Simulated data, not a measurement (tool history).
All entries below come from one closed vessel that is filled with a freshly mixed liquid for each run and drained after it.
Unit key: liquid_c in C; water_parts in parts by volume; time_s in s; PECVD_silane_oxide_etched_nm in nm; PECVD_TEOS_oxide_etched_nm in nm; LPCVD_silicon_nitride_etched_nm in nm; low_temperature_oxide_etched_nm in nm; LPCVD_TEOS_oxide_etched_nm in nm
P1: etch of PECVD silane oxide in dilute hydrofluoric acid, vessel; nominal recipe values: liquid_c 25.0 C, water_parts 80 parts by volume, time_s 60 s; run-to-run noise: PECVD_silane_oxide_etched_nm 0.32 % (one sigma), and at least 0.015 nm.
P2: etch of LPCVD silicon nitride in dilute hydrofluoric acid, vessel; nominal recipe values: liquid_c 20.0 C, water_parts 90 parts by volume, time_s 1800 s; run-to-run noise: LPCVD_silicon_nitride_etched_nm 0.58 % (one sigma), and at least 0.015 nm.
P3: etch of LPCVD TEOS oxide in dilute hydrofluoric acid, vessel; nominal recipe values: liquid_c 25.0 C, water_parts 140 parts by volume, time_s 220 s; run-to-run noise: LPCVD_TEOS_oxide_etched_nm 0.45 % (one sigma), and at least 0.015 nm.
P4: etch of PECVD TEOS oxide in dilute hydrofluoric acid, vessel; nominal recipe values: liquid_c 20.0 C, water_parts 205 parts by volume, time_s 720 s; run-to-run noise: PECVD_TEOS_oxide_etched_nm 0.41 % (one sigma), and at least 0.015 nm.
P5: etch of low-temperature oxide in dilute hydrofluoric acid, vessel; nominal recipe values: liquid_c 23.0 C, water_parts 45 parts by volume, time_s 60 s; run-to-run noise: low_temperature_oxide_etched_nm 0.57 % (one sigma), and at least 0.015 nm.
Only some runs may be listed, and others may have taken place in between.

run	day	process	liquid_c	water_parts	time_s	PECVD_silane_oxide_etched_nm	PECVD_TEOS_oxide_etched_nm	LPCVD_silicon_nitride_etched_nm	low_temperature_oxide_etched_nm	LPCVD_TEOS_oxide_etched_nm
1	0.308	P1	25.0	80	60	40.284				
2	0.621	P1	25.0	135	115	42.635				
3	0.858	P4	20.0	205	720		40.496			
4	1.146	P1	29.5	135	60	26.367				
# day 1.192: hydrofluoric acid flow meter replaced
5	1.383	P1	25.0	80	60	40.008				
6	1.600	P2	20.0	90	3325			14.7800		
7	1.812	P2	20.0	40	1800			17.6210		
8	2.058	P5	23.0	25	60				48.298	
9	2.292	P2	20.0	90	1800			8.0362		
10	2.500	P1	25.0	80	110	73.853				
11	2.717	P3	25.0	140	30					6.379
12	2.962	P1	25.0	80	60	40.270				
13	3.279	P1	31.0	80	60	50.590				
14	3.542	P1	25.0	80	60	40.169				
15	3.704	P1	25.0	80	30	20.059				
16	3.900	P1	19.0	80	60	31.318				
17	4.150	P1	25.0	80	60	40.255				
18	4.392	P4	20.0	280	720		27.787			
19	4.571	P2	23.5	90	1800			10.0710		
20	4.858	P5	30.5	45	60				35.459	
21	5.108	P1	31.5	125	60	30.950				
22	5.379	P4	17.0	205	720		35.991			
23	5.600	P3	25.0	140	220					46.383
24	5.788	P5	23.0	45	60				26.079	
25	5.988	P4	20.0	205	1350		76.585			
26	6.258	P1	25.0	80	60	40.247				
27	6.579	P3	25.0	140	220					46.614
28	6.725	P5	23.0	45	30				13.071	
29	6.883	P3	19.0	140	220					37.277
30	7.062	P1	25.0	145	60	20.500				
31	7.229	P3	25.0	215	220					27.922
32	7.525	P1	25.0	80	60	40.043				
33	7.779	P4	20.0	205	720		40.519			
34	7.925	P5	23.0	45	60				26.039	
35	8.075	P1	25.0	40	60	84.724				
36	8.375	P1	25.0	80	60	40.065				
37	8.567	P1	25.0	80	60	38.966				
38	8.775	P1	25.0	80	60	38.406				
39	8.921	P1	25.0	80	60	38.052				
40	9.075	P1	25.0	80	60	37.777				
41	9.312	P1	25.0	80	60	37.445				
42	9.529	P1	25.0	80	60	37.585				
43	9.771	P1	25.0	80	60	37.620				
44	9.988	P1	25.0	80	60	37.292				

The log shows P1 creeping away from where it was. Any of the 2 causes listed here, at the size stated for it, fits the log just as well as the others:
A: hydrofluoric acid flow below the setpoint (%) = 6.2
B: liquid colder than its thermometer reads (K) = 1.77
At approximately day 8.375, the process output began to creep.

Listed below are the offered check runs, one wafer per run, with question marks in place of results. For which of them would the causes give clearly different outcomes?
check 1	10.204	P4	20.0	205	720		?			
check 2	10.204	P3	25.0	140	220					?
check 3	10.204	P5	23.0	45	60				?	
check 4	10.204	P2	20.0	90	1800			?		

Check results expected under each cause:
check	result	if A	if B
check 1	PECVD_TEOS_oxide_etched_nm	37.604	37.919
check 2	LPCVD_TEOS_oxide_etched_nm	43.475	43.772
check 3	low_temperature_oxide_etched_nm	24.434	24.278
check 4	LPCVD_silicon_nitride_etched_nm	7.5253	7.0917
Minimum pairwise separation of causes per check, each pair taken at its best-separating result: check 1 0.83 %; check 2 0.68 %; check 3 0.64 %; check 4 5.93 %
Of the check runs offered, only check 4 discriminates between the causes; the rest would read about the same regardless of which cause applies.

Check 4 was carried out, with these results: LPCVD_silicon_nitride_etched_nm 7.0268 nm. Which of the listed causes is responsible?

The correct cause is B, namely: liquid colder than its thermometer reads (K).
